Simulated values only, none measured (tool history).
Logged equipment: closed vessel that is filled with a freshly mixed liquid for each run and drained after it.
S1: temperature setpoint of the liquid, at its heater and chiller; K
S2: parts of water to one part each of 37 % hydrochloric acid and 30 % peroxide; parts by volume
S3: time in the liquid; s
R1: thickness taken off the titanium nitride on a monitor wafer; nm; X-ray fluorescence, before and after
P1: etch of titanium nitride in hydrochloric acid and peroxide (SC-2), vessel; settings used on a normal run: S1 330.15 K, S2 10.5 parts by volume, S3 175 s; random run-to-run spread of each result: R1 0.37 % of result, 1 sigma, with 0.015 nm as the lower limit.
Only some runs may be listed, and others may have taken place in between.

| run | hour | S1 | S2 | S3 | R1 |
|---|---|---|---|---|---|
| 1 | 5.4 | 330.15 | 10.5 | 175 | 8.7994 |
| 2 | 13.7 | 345.15 | 10.5 | 175 | 21.847 |
| 3 | 18.8 | 318.15 | 10.5 | 175 | 3.9785 |
| 4 | 29.5 | 330.15 | 16.5 | 325 | 10.882 |
| 5 | 40.5 | 330.15 | 10.5 | 175 | 8.7169 |
| 6 | 49.4 | 330.15 | 10.5 | 175 | 8.6951 |
| 7 | 60.7 | 330.15 | 17.5 | 175 | 5.5805 |
| 8 | 67.3 | 330.15 | 10.5 | 290 | 14.494 |
| 9 | 76.9 | 330.15 | 4 | 175 | 18.164 |
| 10 | 82.9 | 330.15 | 10.5 | 70 | 3.4992 |
| 11 | 90.4 | 330.15 | 10.5 | 175 | 8.7416 |
| 12 | 98.8 | 330.15 | 10.5 | 175 | 8.7511 |

Expected results for the next run?
| 13 | 105.5 | 330.15 | 10.5 | 175 | ? |

Run 13 measured R1 8.7493 nm.

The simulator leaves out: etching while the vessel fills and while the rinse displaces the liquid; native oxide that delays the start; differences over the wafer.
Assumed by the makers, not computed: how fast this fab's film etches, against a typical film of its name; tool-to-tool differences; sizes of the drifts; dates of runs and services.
